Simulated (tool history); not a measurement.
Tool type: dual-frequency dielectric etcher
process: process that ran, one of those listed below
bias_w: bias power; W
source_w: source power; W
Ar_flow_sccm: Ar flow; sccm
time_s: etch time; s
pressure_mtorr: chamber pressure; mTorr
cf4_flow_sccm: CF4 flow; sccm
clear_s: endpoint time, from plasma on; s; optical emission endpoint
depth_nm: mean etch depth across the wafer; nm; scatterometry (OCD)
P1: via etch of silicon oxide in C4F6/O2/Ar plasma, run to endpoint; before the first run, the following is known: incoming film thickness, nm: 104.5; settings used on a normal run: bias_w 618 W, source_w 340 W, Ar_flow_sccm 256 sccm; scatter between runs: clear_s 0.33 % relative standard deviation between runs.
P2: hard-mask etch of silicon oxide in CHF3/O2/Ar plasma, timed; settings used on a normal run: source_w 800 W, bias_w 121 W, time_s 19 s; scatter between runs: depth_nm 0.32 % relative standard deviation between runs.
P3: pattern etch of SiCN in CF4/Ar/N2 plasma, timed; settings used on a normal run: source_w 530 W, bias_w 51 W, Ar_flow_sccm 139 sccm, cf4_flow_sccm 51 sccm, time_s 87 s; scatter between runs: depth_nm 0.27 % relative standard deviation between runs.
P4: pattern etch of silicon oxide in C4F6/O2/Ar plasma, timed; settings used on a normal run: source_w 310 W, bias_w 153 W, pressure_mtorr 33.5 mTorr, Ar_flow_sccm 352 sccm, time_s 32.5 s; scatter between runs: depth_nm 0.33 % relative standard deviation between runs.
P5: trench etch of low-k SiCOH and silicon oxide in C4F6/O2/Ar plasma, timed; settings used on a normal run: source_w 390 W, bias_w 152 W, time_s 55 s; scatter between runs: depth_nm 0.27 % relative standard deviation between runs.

run   hour  process  bias_w  source_w  Ar_flow_sccm  time_s  pressure_mtorr  cf4_flow_sccm  clear_s  depth_nm
  1   13.4       P1     618       340           256                                          23.113
  2   23.2       P2     121      1080                    19                                            40.691
  3   30.7       P1     755       340           256                                          21.131
  4   43.2       P1     618       340           256                                          22.813
  5   53.4       P4     153       310           352    32.5            39.5                            84.286
  6   66.2       P1     506       340           256                                          24.731
  7   76.5       P1     618       340           317                                          23.477
  8   90.1       P3      51       530           139      87                             40             66.008
  9   99.7       P1     618       340           183                                          22.109
 10  112.2       P1     618       340           256                                          22.915
 11  121.9       P4     153       310           420    32.5            33.5                            84.571
 12  135.3       P3      51       690           139      87                             51             86.908
 13  146.7       P4     153       310           352    40.5            33.5                            106.71
 14  155.7       P3      51       530           139      87                             51             69.394
 15  165.2       P2      71       800                    19                                            31.083
 16  177.5       P5     199       390                    55                                            188.63
 17  189.6       P3      67       530           139      87                             51             76.182
 18  203.7       P1     618       440           256                                          20.827
 19  218.6       P1     618       340           256                                          22.962
 20  228.4       P4     153       310           352    32.5            33.5                            86.186
 21  238.2       P3      51       530           139    49.5                             51             39.331
 22  248.6       P1     618       230           256                                           26.36
 23    259       P5     152       390                    55                                            172.71
 24  267.6       P4     153       310           352    32.5            33.5                              85.9
     278.7  -- source power generator calibrated
 25  282.2       P5     152       390                    55                                            173.24
 26  289.4       P1     618       340           256                                          22.955
 27  300.5       P2     121       800                  23.5                                            44.881
 28  308.8       P4     153       380           352    32.5            33.5                            92.423
 29  316.1       P1     618       340           256                                          22.874
     316.8  -- bias power generator calibrated
 30  327.8       P5     152       390                  36.5                                            114.43
 31  343.4       P1     618       270           158                                          23.574
 32    354       P3      51       530            96      87                             51             74.148
 33  367.7       P4     212       310           352    32.5            33.5                            95.597
 34  374.7       P5     152       250                    55                                            145.31
 35  382.6       P2     121       800                    19                                             36.34
 36  396.9       P1     618       340           256                                          22.902
 37  404.1       P1     618       340           256                                          22.827
 38  414.2       P1     618       340           256                                          22.716
 39  429.4       P1     618       340           256                                          22.622
 40  436.4       P1     618       340           256                                          22.723
 41  443.9       P1     618       340           256                                            22.6
     446.2  -- Ar flow controller replaced
     450.4  -- wet clean of the chamber
 42  459.1       P1     618       340           256                                          22.583
 43    474       P1     618       340           256                                          22.627
 44  484.5       P1     618       340           256                                          22.714

Compared with where it was, what P1 gives has crept away. Each cause listed below fits the log as well as the rest, at the size given for it:
A: source power that arrives over what is set, % = 4.6
B: bias power that arrives over what is set, % = 4.31
The drift started at roughly hour 396.9.
Every other cause this tool's parts could produce, and why it does not fit the log:
chamber walls in a state that raises the etch rate, %: work on it at hour 450.4, done after the drift set in, did not restore what the process gave before
Ar flow that arrives under what is set, %: work on it at hour 446.2, done after the drift set in, did not restore what the process gave before

4 check runs are offered, one wafer each, their results left as question marks. Which one tells the causes apart?
check 1   495       P2     121       800                    19                                                 ?
check 2   495       P5     152       390                    55                                                 ?
check 3   495       P3      51       530           139      87                             51                  ?
check 4   495       P4     153       310           352    32.5            33.5                                 ?

How each check would come out, cause by cause:
  check    result    if A    if B
check 1  depth_nm  36.837  36.653
check 2  depth_nm  175.97  175.13
check 3  depth_nm  71.879  70.157
check 4  depth_nm  87.419  87.032
Separation of the two closest causes in each check, using whichever result separates them best: check 1 0.5 %; check 2 0.48 %; check 3 2.42 %; check 4 0.44 %
The other checks would show nearly matching results whichever cause is true, so check 3 is the only one that separates the causes.

Check 3 was then run and gave: depth_nm 72.066 nm. Which cause is it?

It is A: source power that arrives over what is set, %.
